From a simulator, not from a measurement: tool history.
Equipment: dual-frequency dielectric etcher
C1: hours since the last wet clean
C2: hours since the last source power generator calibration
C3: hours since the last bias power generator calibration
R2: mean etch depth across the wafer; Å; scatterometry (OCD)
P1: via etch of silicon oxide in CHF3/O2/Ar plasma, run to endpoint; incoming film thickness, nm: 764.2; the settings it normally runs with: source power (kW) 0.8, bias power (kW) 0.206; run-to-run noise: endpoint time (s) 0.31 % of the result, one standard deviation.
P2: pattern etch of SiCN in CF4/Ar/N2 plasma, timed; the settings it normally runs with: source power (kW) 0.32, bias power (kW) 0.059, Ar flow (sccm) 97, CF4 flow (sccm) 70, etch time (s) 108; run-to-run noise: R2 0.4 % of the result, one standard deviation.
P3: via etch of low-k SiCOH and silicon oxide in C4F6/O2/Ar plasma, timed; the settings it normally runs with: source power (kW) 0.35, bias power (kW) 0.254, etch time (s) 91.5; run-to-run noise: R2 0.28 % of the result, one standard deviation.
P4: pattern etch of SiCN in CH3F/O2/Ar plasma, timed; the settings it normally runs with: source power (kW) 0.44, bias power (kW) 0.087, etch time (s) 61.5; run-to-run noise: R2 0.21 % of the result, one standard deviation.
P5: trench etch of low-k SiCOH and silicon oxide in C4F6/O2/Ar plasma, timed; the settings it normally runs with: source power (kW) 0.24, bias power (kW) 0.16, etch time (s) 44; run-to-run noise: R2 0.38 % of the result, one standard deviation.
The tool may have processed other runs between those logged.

run 1 hour=5.4 | process_that_ran=P1 source_power_(kW)=0.8 bias_power_(kW)=0.206 | C1=157.1 C2=2083.9 C3=1887.9 | endpoint_time_(s)=326.37
run 2 hour=9.5 | process_that_ran=P1 source_power_(kW)=1.08 bias_power_(kW)=0.173 | C1=161.2 C2=2088 C3=1892 | endpoint_time_(s)=306.27
run 3 hour=16.6 | process_that_ran=P3 source_power_(kW)=0.35 bias_power_(kW)=0.328 etch_time_(s)=91.5 | C1=168.3 C2=2095.1 C3=1899.1 | R2=2970.6
run 4 hour=24.5 | process_that_ran=P5 source_power_(kW)=0.24 bias_power_(kW)=0.16 etch_time_(s)=44 | C1=176.2 C2=2103 C3=1907 | R2=1110.8
run 5 hour=27.9 | process_that_ran=P2 source_power_(kW)=0.32 bias_power_(kW)=0.059 etch_time_(s)=108 Ar_flow_(sccm)=97 CF4_flow_(sccm)=96 | C1=179.6 C2=2106.4 C3=1910.4 | R2=667.19
run 6 hour=33.6 | process_that_ran=P5 source_power_(kW)=0.24 bias_power_(kW)=0.16 etch_time_(s)=44 | C1=185.3 C2=2112.1 C3=1916.1 | R2=1110.2
run 7 hour=38.9 | process_that_ran=P2 source_power_(kW)=0.32 bias_power_(kW)=0.075 etch_time_(s)=108 Ar_flow_(sccm)=97 CF4_flow_(sccm)=70 | C1=190.6 C2=2117.4 C3=1921.4 | R2=692.97
run 8 hour=44.7 | process_that_ran=P1 source_power_(kW)=1.05 bias_power_(kW)=0.206 | C1=196.4 C2=2123.2 C3=1927.2 | endpoint_time_(s)=294.42
run 9 hour=51.1 | process_that_ran=P5 source_power_(kW)=0.24 bias_power_(kW)=0.202 etch_time_(s)=44 | C1=202.8 C2=2129.6 C3=1933.6 | R2=1198.4
run 10 hour=57.3 | process_that_ran=P2 source_power_(kW)=0.32 bias_power_(kW)=0.059 etch_time_(s)=108 Ar_flow_(sccm)=124 CF4_flow_(sccm)=70 | C1=209 C2=2135.8 C3=1939.8 | R2=611.6
run 11 hour=62.2 | process_that_ran=P3 source_power_(kW)=0.35 bias_power_(kW)=0.254 etch_time_(s)=91.5 | C1=213.9 C2=2140.7 C3=1944.7 | R2=2709.4
run 12 hour=65.9 | process_that_ran=P3 source_power_(kW)=0.35 bias_power_(kW)=0.254 etch_time_(s)=91.5 | C1=217.6 C2=2144.4 C3=1948.4 | R2=2710.4
run 13 hour=71.2 | process_that_ran=P4 source_power_(kW)=0.44 bias_power_(kW)=0.108 etch_time_(s)=61.5 | C1=222.9 C2=2149.7 C3=1953.7 | R2=265.15
run 14 hour=75.8 | process_that_ran=P2 source_power_(kW)=0.32 bias_power_(kW)=0.059 etch_time_(s)=108 Ar_flow_(sccm)=97 CF4_flow_(sccm)=70 | C1=227.5 C2=2154.3 C3=1958.3 | R2=637.53
run 15 hour=81.4 | process_that_ran=P1 source_power_(kW)=0.8 bias_power_(kW)=0.124 | C1=233.1 C2=2159.9 C3=1963.9 | endpoint_time_(s)=382.97
run 16 hour=86.7 | process_that_ran=P1 source_power_(kW)=0.8 bias_power_(kW)=0.206 | C1=238.4 C2=2165.2 C3=1969.2 | endpoint_time_(s)=326.2
run 17 hour=90.4 | process_that_ran=P1 source_power_(kW)=0.54 bias_power_(kW)=0.206 | C1=242.1 C2=2168.9 C3=1972.9 | endpoint_time_(s)=378.31
run 18 hour=95.1 | process_that_ran=P2 source_power_(kW)=0.4 bias_power_(kW)=0.059 etch_time_(s)=108 Ar_flow_(sccm)=97 CF4_flow_(sccm)=70 | C1=246.8 C2=2173.6 C3=1977.6 | R2=772.78
run 19 hour=98.5 | process_that_ran=P2 source_power_(kW)=0.32 bias_power_(kW)=0.059 etch_time_(s)=63.5 Ar_flow_(sccm)=97 CF4_flow_(sccm)=70 | C1=250.2 C2=2177 C3=1981 | R2=374.09
run 20 hour=105.6 | process_that_ran=P1 source_power_(kW)=0.8 bias_power_(kW)=0.206 | C1=257.3 C2=2184.1 C3=1988.1 | endpoint_time_(s)=325.39
run 21 hour=109.3 | process_that_ran=P1 source_power_(kW)=0.8 bias_power_(kW)=0.206 | C1=261 C2=2187.8 C3=1991.8 | endpoint_time_(s)=326.33
run 22 hour=115.8 | process_that_ran=P3 source_power_(kW)=0.28 bias_power_(kW)=0.254 etch_time_(s)=91.5 | C1=267.5 C2=2194.3 C3=1998.3 | R2=2497.3
run 23 hour=119.8 | process_that_ran=P5 source_power_(kW)=0.34 bias_power_(kW)=0.16 etch_time_(s)=44 | C1=271.5 C2=2198.3 C3=2002.3 | R2=1274.9
run 24 hour=124.2 | process_that_ran=P4 source_power_(kW)=0.44 bias_power_(kW)=0.087 etch_time_(s)=61.5 | C1=275.9 C2=2202.7 C3=2006.7 | R2=244.06
run 25 hour=128.1 | process_that_ran=P1 source_power_(kW)=0.8 bias_power_(kW)=0.245 | C1=279.8 C2=2206.6 C3=2010.6 | endpoint_time_(s)=307.71
run 26 hour=134.7 | process_that_ran=P1 source_power_(kW)=0.8 bias_power_(kW)=0.206 | C1=286.4 C2=2213.2 C3=2017.2 | endpoint_time_(s)=325.54
run 27 hour=140.8 | process_that_ran=P1 source_power_(kW)=0.8 bias_power_(kW)=0.206 | C1=292.5 C2=2219.3 C3=2023.3 | endpoint_time_(s)=326.36
run 28 hour=147.8 | process_that_ran=P4 source_power_(kW)=0.6 bias_power_(kW)=0.087 etch_time_(s)=61.5 | C1=299.5 C2=2226.3 C3=2030.3 | R2=273.38
run 29 hour=154.5 | process_that_ran=P5 source_power_(kW)=0.24 bias_power_(kW)=0.16 etch_time_(s)=57 | C1=306.2 C2=2233 C3=2037 | R2=1451.2
run 30 hour=160.1 | process_that_ran=P4 source_power_(kW)=0.44 bias_power_(kW)=0.087 etch_time_(s)=34 | C1=311.8 C2=2238.6 C3=2042.6 | R2=135.25
run 31 hour=165.5 | process_that_ran=P3 source_power_(kW)=0.35 bias_power_(kW)=0.254 etch_time_(s)=137.5 | C1=317.2 C2=2244 C3=2048 | R2=4092.3
run 32 hour=170.6 | process_that_ran=P1 source_power_(kW)=0.8 bias_power_(kW)=0.206 | C1=322.3 C2=2249.1 C3=2053.1 | endpoint_time_(s)=327.73
run 33 hour=174.5 | process_that_ran=P1 source_power_(kW)=0.8 bias_power_(kW)=0.206 | C1=326.2 C2=2253 C3=2057 | endpoint_time_(s)=328.16
run 34 hour=181 | process_that_ran=P1 source_power_(kW)=0.8 bias_power_(kW)=0.206 | C1=332.7 C2=2259.5 C3=2063.5 | endpoint_time_(s)=329.7
run 35 hour=186.3 | process_that_ran=P1 source_power_(kW)=0.8 bias_power_(kW)=0.206 | C1=338 C2=2264.8 C3=2068.8 | endpoint_time_(s)=329.89
run 36 hour=190.6 | process_that_ran=P1 source_power_(kW)=0.8 bias_power_(kW)=0.206 | C1=342.3 C2=2269.1 C3=2073.1 | endpoint_time_(s)=331.15
-- hour=191.1 wet clean of the chamber
run 37 hour=196.2 | process_that_ran=P1 source_power_(kW)=0.8 bias_power_(kW)=0.206 | C1=5.2 C2=2274.7 C3=2078.7 | endpoint_time_(s)=331.16
run 38 hour=200.2 | process_that_ran=P1 source_power_(kW)=0.8 bias_power_(kW)=0.206 | C1=9.2 C2=2278.7 C3=2082.7 | endpoint_time_(s)=331.03
run 39 hour=207.4 | process_that_ran=P1 source_power_(kW)=0.8 bias_power_(kW)=0.206 | C1=16.4 C2=2285.9 C3=2089.9 | endpoint_time_(s)=331.61
run 40 hour=213.4 | process_that_ran=P1 source_power_(kW)=0.8 bias_power_(kW)=0.206 | C1=22.4 C2=2291.9 C3=2095.9 | endpoint_time_(s)=330.63
run 41 hour=220.8 | process_that_ran=P1 source_power_(kW)=0.8 bias_power_(kW)=0.206 | C1=29.8 C2=2299.3 C3=2103.3 | endpoint_time_(s)=331.12

The log shows P1 creeping away from where it was. Any of the 2 causes listed here, at the size stated for it, fits the log just as well as the others:
A: bias power that arrives under what is set, % = 4.74
B: source power that arrives under what is set, % = 4.2
Creep in the process output first set in at about hour 170.6.
Other possible causes, and why each is ruled out:
chamber walls in a state that lowers the etch rate, %: was serviced at hour 191.1, once the creep was under way, yet the earlier output never came back

Which of the check runs below tells the causes apart, meaning the causes would give it clearly different results? Each run uses 2 wafers whose results are averaged, and each result is shown as a question mark.
run check 1 hour=228.2 | process_that_ran=P5 source_power_(kW)=0.29 bias_power_(kW)=0.198 etch_time_(s)=44 | R2=?
run check 2 hour=228.2 | process_that_ran=P4 source_power_(kW)=0.53 bias_power_(kW)=0.087 etch_time_(s)=36 | R2=?
run check 3 hour=228.2 | process_that_ran=P3 source_power_(kW)=0.3 bias_power_(kW)=0.254 etch_time_(s)=133.5 | R2=?
run check 4 hour=228.2 | process_that_ran=P2 source_power_(kW)=0.32 bias_power_(kW)=0.059 etch_time_(s)=108 Ar_flow_(sccm)=97 CF4_flow_(sccm)=93 | R2=?

What every check run would give for each of its results, assuming each possible cause in turn:
check=check_1 result=R2 if_A=1260.8 if_B=1260
check=check_2 result=R2 if_A=150.44 if_B=150.65
check=check_3 result=R2 if_A=3680.6 if_B=3682
check=check_4 result=R2 if_A=654.18 if_B=639.77
Gap, in per cent, between the two causes that each check separates least, read from the result that separates them most: check 1 0.06 %; check 2 0.14 %; check 3 0.04 %; check 4 2.23 %
Check 4 is the one run that separates the causes; every other check would come out nearly the same whichever cause is at work.

With check 4 done, the readings were: R2 642.88 Å. Identify which of the listed causes applies.

B is the cause: source power that arrives under what is set, %.
